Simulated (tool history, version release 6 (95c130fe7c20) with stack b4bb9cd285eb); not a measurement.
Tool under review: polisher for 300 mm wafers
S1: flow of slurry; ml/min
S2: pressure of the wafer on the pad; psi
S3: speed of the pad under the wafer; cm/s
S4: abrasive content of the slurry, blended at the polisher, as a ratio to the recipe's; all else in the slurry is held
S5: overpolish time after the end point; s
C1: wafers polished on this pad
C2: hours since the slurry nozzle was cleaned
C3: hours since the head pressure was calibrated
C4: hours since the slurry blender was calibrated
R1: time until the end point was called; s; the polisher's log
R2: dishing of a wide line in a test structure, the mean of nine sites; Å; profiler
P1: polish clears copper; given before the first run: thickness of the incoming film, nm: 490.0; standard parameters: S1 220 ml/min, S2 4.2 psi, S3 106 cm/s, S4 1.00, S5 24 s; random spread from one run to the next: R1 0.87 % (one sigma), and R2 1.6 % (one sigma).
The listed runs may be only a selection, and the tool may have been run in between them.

{"run": 1, "hour": 11.4, "S1": 220, "S2": 4.2, "S3": 106, "S4": 1.0, "S5": 24, "C1": 386, "C2": 167.5, "C3": 338.6, "C4": 65.5, "R1": 121.89, "R2": 582.74}
{"run": 2, "hour": 19.0, "S1": 220, "S2": 6.4, "S3": 106, "S4": 1.0, "S5": 24, "C1": 434, "C2": 175.1, "C3": 346.2, "C4": 73.1, "R1": 79.794, "R2": 795.43}
{"run": 3, "hour": 24.7, "S1": 220, "S2": 4.2, "S3": 106, "S4": 0.5, "S5": 24, "C1": 471, "C2": 180.8, "C3": 351.9, "C4": 78.8, "R1": 140.92, "R2": 525.45}
{"run": 4, "hour": 33.2, "S1": 220, "S2": 4.2, "S3": 106, "S4": 1.0, "S5": 47, "C1": 525, "C2": 189.3, "C3": 360.4, "C4": 87.3, "R1": 122.57, "R2": 908.42}
{"run": 5, "hour": 43.1, "S1": 220, "S2": 2.1, "S3": 106, "S4": 1.0, "S5": 24, "C1": 588, "C2": 199.2, "C3": 370.3, "C4": 97.2, "R1": 244.45, "R2": 309.65}
{"run": 6, "hour": 49.6, "S1": 220, "S2": 4.2, "S3": 106, "S4": 1.0, "S5": 24, "C1": 629, "C2": 205.7, "C3": 376.8, "C4": 103.7, "R1": 120.48, "R2": 575.0}
{"run": 7, "hour": 55.4, "S1": 220, "S2": 4.2, "S3": 106, "S4": 1.0, "S5": 24, "C1": 666, "C2": 211.5, "C3": 382.6, "C4": 109.5, "R1": 121.75, "R2": 576.02}
{"run": 8, "hour": 65.9, "S1": 220, "S2": 4.2, "S3": 138, "S4": 1.0, "S5": 24, "C1": 733, "C2": 222.0, "C3": 393.1, "C4": 120.0, "R1": 94.727, "R2": 711.84}
{"run": 9, "hour": 72.6, "S1": 220, "S2": 4.2, "S3": 106, "S4": 1.0, "S5": 24, "C1": 776, "C2": 228.7, "C3": 399.8, "C4": 126.7, "R1": 121.71, "R2": 574.22}
{"run": 10, "hour": 85.2, "S1": 220, "S2": 6.4, "S3": 106, "S4": 0.55, "S5": 24, "C1": 857, "C2": 241.3, "C3": 412.4, "C4": 139.3, "R1": 90.848, "R2": 762.47}
{"run": 11, "hour": 94.0, "S1": 130, "S2": 4.2, "S3": 106, "S4": 1.0, "S5": 24, "C1": 913, "C2": 250.1, "C3": 421.2, "C4": 148.1, "R1": 133.25, "R2": 561.1}
{"run": 12, "hour": 100.2, "S1": 220, "S2": 4.2, "S3": 48, "S4": 1.0, "S5": 24, "C1": 952, "C2": 256.3, "C3": 427.4, "C4": 154.3, "R1": 275.04, "R2": 294.07}
{"run": 13, "hour": 107.3, "S1": 220, "S2": 4.2, "S3": 106, "S4": 1.0, "S5": 24, "C1": 998, "C2": 263.4, "C3": 434.5, "C4": 161.4, "R1": 122.21, "R2": 573.15}
{"hour": 112.7, "done": "slurry nozzle cleaned"}
{"run": 14, "hour": 113.1, "S1": 335, "S2": 6.5, "S3": 106, "S4": 1.0, "S5": 24, "C1": 1035, "C2": 0.4, "C3": 440.3, "C4": 167.2, "R1": 76.811, "R2": 844.43}

Run 15 has not been measured yet. What should we expect?
{"run": 15, "hour": 122.0, "S1": 220, "S2": 6.0, "S3": 106, "S4": 1.3, "S5": 24, "C1": 1091, "C2": 9.3, "C3": 449.2, "C4": 176.1, "R1": "?", "R2": "?"}

{"run 15": {"R1": 80.249, "R2": 822.42}}
